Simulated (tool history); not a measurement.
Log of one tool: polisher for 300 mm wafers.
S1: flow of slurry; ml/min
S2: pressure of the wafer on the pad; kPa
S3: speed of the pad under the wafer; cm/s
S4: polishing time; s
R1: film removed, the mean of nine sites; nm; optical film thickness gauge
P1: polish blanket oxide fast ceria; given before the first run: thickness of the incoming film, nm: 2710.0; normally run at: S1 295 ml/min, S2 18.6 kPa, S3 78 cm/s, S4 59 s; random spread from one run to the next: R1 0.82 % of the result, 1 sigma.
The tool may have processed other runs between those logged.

run	day	S1	S2	S3	S4	R1
1	0.450	295	18.6	78	59	610.17
2	0.888	295	23.4	78	59	779.22
3	1.462	295	18.6	38	59	302.32
4	1.862	405	18.6	78	32	340.91
5	2.379	295	18.6	78	59	616.31
6	2.750	295	18.6	78	59	610.27
7	3.192	295	18.6	78	59	613.58
8	3.825	295	18.6	78	94	970.76
9	4.333	295	24.1	122	59	1241.90
10	4.950	175	18.6	78	59	589.81
11	5.304	295	9.0	78	59	299.21
12	5.721	295	18.6	78	59	615.15
13	6.225	295	18.6	122	59	958.16
14	6.792	455	18.6	78	59	628.83
# day 7.071: head pressure recalibrated
15	7.379	295	18.6	78	59	624.34
16	8.058	295	18.6	78	27	280.33
17	8.425	295	18.6	78	59	623.94
18	9.079	295	18.6	78	59	593.46
19	9.550	295	18.6	78	59	604.34
20	9.946	295	18.6	78	59	585.76
# day 10.542: worn pad replaced by a new one
21	10.558	295	18.6	78	59	586.40
22	11.079	295	18.6	78	59	595.60
23	11.504	295	18.6	78	59	588.08

The output of P1 has drifted from where it used to be. Each of the 2 causes below, taken at the size shown beside it, accounts for the log equally well:
A: head's pressure below its setpoint, % = 4.01
B: slurry flow missing at the pad, % = 31.4
The process output started creeping at around day 8.425.
Other possible causes, and why each is ruled out:
removal rate lost through wear of the pad, %: serviced at day 10.542, after the change had begun; the process did not return to its earlier output

The list below offers 4 check runs, each averaging the results of 5 wafers, and shows each result as a question mark. For which of them would the listed causes give clearly different results?
check 1	11.929	175	18.6	102	59	?
check 2	11.929	295	18.6	116	27	?
check 3	11.929	295	18.6	46	59	?
check 4	11.929	295	9.7	78	80	?

How each check would come out, cause by cause:
check	result	if A	if B
check 1	R1	725.93	707.35
check 2	R1	401.63	401.60
check 3	R1	348.03	348.00
check 4	R1	414.91	414.88
Separation of the two closest causes in each check, using whichever result separates them best: check 1 2.59 %; check 2 0.01 %; check 3 0.01 %; check 4 0.01 %
The other checks would show nearly matching results whichever cause is true, so check 1 is the only one that separates the causes.

With check 1 done, the readings were: R1 724.26 nm. Identify which of the listed causes applies.

It is A: head's pressure below its setpoint, %.

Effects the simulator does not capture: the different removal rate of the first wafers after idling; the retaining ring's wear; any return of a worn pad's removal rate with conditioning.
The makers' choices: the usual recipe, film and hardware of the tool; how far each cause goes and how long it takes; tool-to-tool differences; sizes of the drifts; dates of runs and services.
